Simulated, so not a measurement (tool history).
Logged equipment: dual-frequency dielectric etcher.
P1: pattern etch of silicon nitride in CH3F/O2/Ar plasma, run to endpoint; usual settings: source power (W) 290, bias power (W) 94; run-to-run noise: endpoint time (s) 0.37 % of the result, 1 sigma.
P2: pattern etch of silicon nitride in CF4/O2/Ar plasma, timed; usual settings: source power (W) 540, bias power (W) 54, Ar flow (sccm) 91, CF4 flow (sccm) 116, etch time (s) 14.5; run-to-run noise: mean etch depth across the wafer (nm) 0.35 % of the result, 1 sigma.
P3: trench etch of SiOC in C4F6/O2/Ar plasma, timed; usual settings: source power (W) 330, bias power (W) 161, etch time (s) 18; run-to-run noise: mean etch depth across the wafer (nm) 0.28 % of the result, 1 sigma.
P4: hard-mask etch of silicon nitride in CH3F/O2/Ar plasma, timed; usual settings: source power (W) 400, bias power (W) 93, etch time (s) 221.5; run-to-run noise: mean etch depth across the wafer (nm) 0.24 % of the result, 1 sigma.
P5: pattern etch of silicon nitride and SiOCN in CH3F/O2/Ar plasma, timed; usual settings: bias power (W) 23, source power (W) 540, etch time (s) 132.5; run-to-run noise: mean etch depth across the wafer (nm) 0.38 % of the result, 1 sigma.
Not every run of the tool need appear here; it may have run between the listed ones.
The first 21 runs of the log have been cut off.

run	hour	process that ran	source power (W)	bias power (W)	Ar flow (sccm)	CF4 flow (sccm)	etch time (s)	hours since the last wet clean	hours since the last source power generator calibration	hours since the last bias power generator calibration	endpoint time (s)	mean etch depth across the wafer (nm)
22	135.4	P4	400	93			281.5	302.2	1790.6	454.7		212.75
# hour 139.9: bias power generator calibrated
23	142.3	P5	540	23			132.5	309.1	1797.5	2.5		19.444
24	146.8	P2	540	54	120	116	14.5	313.6	1802	7		29.365
25	152	P1	290	94				318.8	1807.2	12.2	34.337	
26	156.7	P2	540	54	91	116	8	323.5	1811.9	16.9		16.78
27	161.1	P2	680	54	91	116	14.5	327.9	1816.3	21.3		37.112
28	165.4	P1	360	130				332.2	1820.6	25.6	27.783	
29	174	P1	340	94				340.8	1829.2	34.2	32.046	

Predict the results of run 30:
# hour 177.2: wet clean of the chamber
30	180	P3	330	194			18	2.8	1835.2	40.2		?

mean etch depth across the wafer (nm): 34.891
